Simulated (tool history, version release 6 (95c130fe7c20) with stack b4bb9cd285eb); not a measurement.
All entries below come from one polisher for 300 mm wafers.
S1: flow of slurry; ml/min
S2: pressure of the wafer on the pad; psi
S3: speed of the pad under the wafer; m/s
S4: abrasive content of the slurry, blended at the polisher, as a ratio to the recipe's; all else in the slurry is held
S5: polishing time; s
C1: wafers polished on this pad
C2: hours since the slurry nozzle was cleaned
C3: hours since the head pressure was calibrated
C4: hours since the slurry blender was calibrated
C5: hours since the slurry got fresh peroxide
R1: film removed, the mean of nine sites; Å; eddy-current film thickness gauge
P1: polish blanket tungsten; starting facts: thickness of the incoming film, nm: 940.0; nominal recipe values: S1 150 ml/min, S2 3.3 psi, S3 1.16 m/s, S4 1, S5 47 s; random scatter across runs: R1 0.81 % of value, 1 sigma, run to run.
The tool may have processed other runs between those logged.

run,hour,S1,S2,S3,S4,S5,C1,C2,C3,C4,C5,R1
1,3.5,150,3.3,1.16,1,47,544,352.4,411.3,87.2,19.9,2436.1
2,5.6,150,3.3,1.16,1,47,562,354.5,413.4,89.3,22,2468.7
3,8.7,150,3.3,1.7,1,47,590,357.6,416.5,92.4,25.1,3587.5
4,11.2,150,3.3,1.16,1.45,34,612,360.1,419,94.9,27.6,1909
5,14.6,150,5,1.16,1,47,642,363.5,422.4,98.3,31,3680
6,17.5,150,3.3,1.16,1,32,668,366.4,425.3,101.2,33.9,1657.1
7,20.2,150,3.3,1.16,1,60,692,369.1,428,103.9,36.6,3082.2
8,23.4,150,3.3,1.16,1.45,47,720,372.3,431.2,107.1,39.8,2650.3
9,26.7,150,1.5,1.16,1,47,749,375.6,434.5,110.4,43.1,1112.1
10,29,180,3.3,1.16,1,63,770,377.9,436.8,112.7,45.4,3319.4
11,31.2,150,3.3,1.16,1.35,59,789,380.1,439,114.9,47.6,3296.7
12,33.8,90,3.3,1.16,1,47,812,382.7,441.6,117.5,50.2,2181.8
13,38.1,150,3.3,0.76,1,47,850,387,445.9,121.8,54.5,1612.4
14,40.7,150,3.3,1.16,1,47,873,389.6,448.5,124.4,57.1,2423.4
15,44.8,150,3.3,1.16,1,47,910,393.7,452.6,128.5,61.2,2384.7
16,48.8,150,3.3,1.16,1,47,945,397.7,456.6,132.5,65.2,2432.8
# hour 50: slurry blender recalibrated
17,53,230,3.3,1.16,1,47,982,401.9,460.8,3.1,69.4,2606.8
18,55.4,150,3.3,1.16,0.65,47,1004,404.3,463.2,5.5,71.8,2234.5
19,59.4,150,3.3,1.16,1,47,1039,408.3,467.2,9.5,75.8,2491.8
20,63.3,150,3.3,1.16,1,47,1074,412.2,471.1,13.4,79.7,2431.2
21,65.6,150,3.3,1.16,1,47,1094,414.5,473.4,15.7,82,2342.4
22,69.3,150,3.3,1.16,1,47,1127,418.2,477.1,19.4,85.7,2301.7
23,72.9,150,3.3,1.16,1,47,1159,421.8,480.7,23,89.3,2262
# hour 73.7: slurry blender recalibrated
# hour 74.8: slurry tank refilled with fresh slurry and peroxide
# hour 76.3: head pressure recalibrated
24,76.8,150,3.3,1.16,1,47,1193,425.7,0.5,3.2,2.1,2269.8
25,80.5,150,3.3,1.16,1,47,1226,429.4,4.2,6.9,5.8,2270.4
26,83.7,150,3.3,1.16,1,47,1254,432.6,7.4,10.1,9,2212.9

What P1 gives has crept away from where it was. These 2 causes fit the log equally well, each at the size given:
A: removal rate lost through wear of the pad, % = 7.92
B: slurry flow missing at the pad, % = 32.5
Creep in the process output first set in at about hour 63.3.
Why every other cause is out:
head's pressure below its setpoint, %: work on it at hour 76.3, done after the drift set in, did not restore what the process gave before
abrasive missing from the slurry, %: work on it at hour 73.7, done after the drift set in, did not restore what the process gave before
peroxide lost from the slurry, %: work on it at hour 74.8, done after the drift set in, did not restore what the process gave before

Which of the check runs below tells the causes apart, meaning the causes would give it clearly different results? Each run uses 2 wafers whose results are averaged, and each result is shown as a question mark.
check 1,86.9,150,3.3,1.64,1.3,47,,,,,,?
check 2,86.9,150,4.6,1.44,1,47,,,,,,?
check 3,86.9,150,1.9,1.16,0.7,47,,,,,,?
check 4,86.9,90,3.3,1.16,1,47,,,,,,?

Expected result of each check under each candidate cause:
check,result,if A,if B
check 1,R1,3372.7,3372.2
check 2,R1,3876.6,3876.1
check 3,R1,1187.3,1187.1
check 4,R1,1999.7,1908.9
Per-check spread between the two closest causes, in the result where they differ most: check 1 0.01 %; check 2 0.01 %; check 3 0.01 %; check 4 4.65 %
The causes can be told apart only by check 4. The other checks would give nearly the same results under each of them.

After running check 4, the following was obtained: R1 1899.4 Å. Which cause does this point to?

The correct cause is B, namely: slurry flow missing at the pad, %.
